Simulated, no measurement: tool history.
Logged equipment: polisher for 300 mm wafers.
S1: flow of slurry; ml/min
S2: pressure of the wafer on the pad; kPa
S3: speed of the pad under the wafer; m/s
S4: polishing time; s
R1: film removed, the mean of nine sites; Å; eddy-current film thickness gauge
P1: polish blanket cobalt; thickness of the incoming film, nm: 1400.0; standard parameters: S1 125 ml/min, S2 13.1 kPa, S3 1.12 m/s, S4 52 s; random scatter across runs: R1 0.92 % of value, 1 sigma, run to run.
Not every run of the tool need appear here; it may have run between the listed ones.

run	hour	S1	S2	S3	S4	R1
1	3.1	125	13.1	1.12	52	2943.7
2	8	180	13.1	1.12	52	3134.6
3	12.3	125	9	0.62	52	1145.7
4	17.2	125	19.3	1.12	52	4344.8
5	24	125	13.1	1.12	29	1667.6
6	27.3	125	6.2	1.12	52	1440.3
7	34.1	75	13.1	1.12	52	2625.7
8	38.4	125	13.1	1.12	52	3011.3
# hour 40: slurry nozzle cleaned
9	42.9	125	13.1	1.12	71	4009.2
10	46.7	125	13.1	1.74	52	4618.2
11	53.5	125	13.1	1.12	52	2975.5
12	57.5	125	13.1	1.12	52	3047.5
13	63.6	125	13.1	0.5	52	1344.2
14	67	125	13.1	1.12	52	2964.9
15	70.2	125	13.1	1.12	52	2981.9
16	74.2	125	13.1	1.12	52	2896.5
17	79.3	125	13.1	1.12	52	2846.6
18	84	125	13.1	1.12	52	2800.1
19	88.6	125	13.1	1.12	52	2785.1
# hour 90.4: worn pad replaced by a new one
20	91.9	125	13.1	1.12	52	2773
21	98.3	125	13.1	1.12	52	2784.9

The log shows P1 creeping away from where it was. Any of the 2 causes listed here, at the size stated for it, fits the log just as well as the others:
A: head's pressure below its setpoint, % = 7.08
B: slurry flow missing at the pad, % = 26.7
The process output started creeping at around hour 70.2.
The rest of the possible causes, and what rules out each one:
removal rate lost through wear of the pad, %: work on it at hour 90.4, done after the drift set in, did not restore what the process gave before

You are offered 4 check runs, listed below with question marks in place of their results; each one averages 3 wafers. Which run separates the listed causes by giving clearly different results for each?
check 1	104.7	125	17.9	1.12	52	?
check 2	104.7	125	13.1	1.12	38	?
check 3	104.7	125	13.1	1.42	37	?
check 4	104.7	75	13.1	1.12	64	?

Expected result of each check under each candidate cause:
check	result	if A	if B
check 1	R1	3805.5	3805.8
check 2	R1	2032.2	2032.4
check 3	R1	2508.8	2509
check 4	R1	2998.5	2881.1
How far apart the two closest causes lie, in the result that separates them most: check 1 0.01 %; check 2 0.01 %; check 3 0.01 %; check 4 3.99 %
Only check 4 tells the causes apart: in the others they would give nearly the same result.

After running check 4, the following was obtained: R1 2858.5 Å. Which cause does this point to?

Of the candidate causes, it is B: slurry flow missing at the pad, %.
